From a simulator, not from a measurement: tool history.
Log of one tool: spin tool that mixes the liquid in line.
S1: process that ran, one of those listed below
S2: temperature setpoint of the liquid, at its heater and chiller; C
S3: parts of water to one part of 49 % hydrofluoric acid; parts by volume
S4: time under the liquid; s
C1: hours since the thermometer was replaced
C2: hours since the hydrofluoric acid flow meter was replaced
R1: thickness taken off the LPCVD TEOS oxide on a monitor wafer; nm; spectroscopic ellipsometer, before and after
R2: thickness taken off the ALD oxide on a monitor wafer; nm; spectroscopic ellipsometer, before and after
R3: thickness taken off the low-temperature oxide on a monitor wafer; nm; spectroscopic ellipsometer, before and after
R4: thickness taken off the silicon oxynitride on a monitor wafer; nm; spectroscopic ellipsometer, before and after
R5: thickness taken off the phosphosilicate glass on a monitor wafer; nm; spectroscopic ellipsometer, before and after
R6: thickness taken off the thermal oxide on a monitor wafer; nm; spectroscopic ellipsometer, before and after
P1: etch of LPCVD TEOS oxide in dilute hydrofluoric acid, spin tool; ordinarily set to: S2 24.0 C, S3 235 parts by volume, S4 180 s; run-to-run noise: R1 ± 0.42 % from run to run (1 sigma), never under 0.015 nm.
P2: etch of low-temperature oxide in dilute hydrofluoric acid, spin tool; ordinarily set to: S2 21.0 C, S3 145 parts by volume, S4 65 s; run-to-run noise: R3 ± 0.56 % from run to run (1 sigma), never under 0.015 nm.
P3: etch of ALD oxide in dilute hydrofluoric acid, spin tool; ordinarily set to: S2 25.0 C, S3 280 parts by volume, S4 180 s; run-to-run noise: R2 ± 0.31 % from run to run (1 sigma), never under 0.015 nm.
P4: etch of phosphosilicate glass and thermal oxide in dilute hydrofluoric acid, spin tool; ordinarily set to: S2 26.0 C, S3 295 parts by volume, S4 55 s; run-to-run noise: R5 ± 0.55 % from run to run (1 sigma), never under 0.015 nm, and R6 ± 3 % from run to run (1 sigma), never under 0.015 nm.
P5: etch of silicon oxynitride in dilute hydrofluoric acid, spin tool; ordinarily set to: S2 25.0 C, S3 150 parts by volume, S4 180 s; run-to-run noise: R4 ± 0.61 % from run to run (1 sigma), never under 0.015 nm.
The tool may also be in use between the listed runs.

run   hour  S1    S2   S3   S4      C1      C2       R1       R2      R3       R4        R5       R6
  1   10.6  P1  24.0  235  180   749.3   965.9  17.1310
  2   22.3  P3  25.0  280  180   761.0   977.6           13.8540
  3   32.4  P1  24.0  235  320   771.1   987.7  30.6120
  4   41.4  P1  24.0  235   60   780.1   996.7   5.7132
  5   51.2  P1  20.0   85  180   789.9  1006.5  47.7510
  6   66.9  P2  21.0  145   65   805.6  1022.2                    13.453
  7   76.0  P2  29.5  145   65   814.7  1031.3                    18.577
  8   84.6  P5  25.0  150   90   823.3  1039.9                             2.3576
  9  100.3  P5  25.0   25  180   839.0  1055.6                            31.3810
 10  107.5  P4  26.0  295   15   846.2  1062.8                                       8.6447  0.21557
 11  115.7  P4  26.0  295   55   854.4  1071.0                                      31.7580  0.76043
 12  125.4  P5  25.0  150  180   864.1  1080.7                             4.6616
 13  139.1  P4  26.0   90   55   877.8  1094.4                                     130.5400  3.12480
 14  148.3  P3  25.0  145  180   887.0  1103.6           30.9060
 15  156.3  P2  21.0  145  125   895.0  1111.6                    25.477
 16  168.4  P1  18.5  235  180   907.1  1123.7  13.9160
 17  177.1  P1  29.0  235  180   915.8  1132.4  20.3840
 18  190.7  P3  25.0  280   15   929.4  1146.0            1.1369
 19  200.9  P1  24.0  355  180   939.6  1156.2  10.0550
 20  208.2  P2  21.0  145   65   946.9  1163.5                    13.372
 21  217.1  P4  32.5  295   55   955.8  1172.4                                      38.7820  0.93180
 22  230.8  P3  30.0  280  180   969.5  1186.1           16.4290
 23  241.0  P1  24.0  100  180   979.7  1196.3  47.1530
 24  250.2  P2  21.0   95   65   988.9  1205.5                    21.425
 25  263.7  P1  24.0  235  180  1002.4  1219.0  17.2950
 26  272.6  P3  25.0  280  180  1011.3  1227.9           13.8010
 27  282.2  P5  31.5  150  180  1020.9  1237.5                             6.3122
 28  293.6  P1  24.0  235  180  1032.3  1248.9  17.2220
 29  301.4  P1  24.0  235  180  1040.1  1256.7  17.3400
 30  308.8  P1  24.0  235  180  1047.5  1264.1  17.2420
 31  323.5  P1  24.0  235  180  1062.2  1278.8  17.0630
 32  337.0  P1  24.0  235  180  1075.7  1292.3  17.6410
 33  345.7  P1  24.0  235  180  1084.4  1301.0  17.8920
 34  359.5  P1  24.0  235  180  1098.2  1314.8  18.0980
 35  375.2  P1  24.0  235  180  1113.9  1330.5  18.2070
 36  390.3  P1  24.0  235  180  1129.0  1345.6  18.4020
 37  403.2  P1  24.0  235  180  1141.9  1358.5  18.4050
 38  415.2  P1  24.0  235  180  1153.9  1370.5  18.4730
 39  429.0  P1  24.0  235  180  1167.7  1384.3  18.3830
 40  444.6  P1  24.0  235  180  1183.3  1399.9  18.4170

The log shows P1 creeping away from where it was. Any of the 2 causes listed here, at the size stated for it, fits the log just as well as the others:
A: liquid hotter than its thermometer reads (K) = 2.2
B: hydrofluoric acid flow above the setpoint (%) = 6.54
Onset of the creep was near hour 323.5.

Consider the 4 check runs below, whose results appear as question marks and each of which averages 2 wafers. Which one distinguishes the causes, in that each cause would give it a clearly different result?
check 1  460.2  P2  27.0  145  115                   ?
check 2  460.2  P5  25.0   80  180                       ?
check 3  460.2  P3  25.0  200   35               ?
check 4  460.2  P4  26.0  135   55                           ?   ?

Expected result of each check under each candidate cause:
  check  result     if A     if B
check 1      R3   32.171   31.960
check 2      R4  10.4040  10.0380
check 3      R2   4.4361   4.4251
check 4      R5  89.3520  88.5640
check 4      R6  2.20420  2.18480
Minimum pairwise separation of causes per check, each pair taken at its best-separating result: check 1 0.66 %; check 2 3.58 %; check 3 0.25 %; check 4 0.89 %
Check 2 distinguishes between the causes, while the remaining checks would return nearly the same result for all of them.

Then check 2 was run and gave: R4 10.3620 nm. Which cause is it?

It is A: liquid hotter than its thermometer reads (K).

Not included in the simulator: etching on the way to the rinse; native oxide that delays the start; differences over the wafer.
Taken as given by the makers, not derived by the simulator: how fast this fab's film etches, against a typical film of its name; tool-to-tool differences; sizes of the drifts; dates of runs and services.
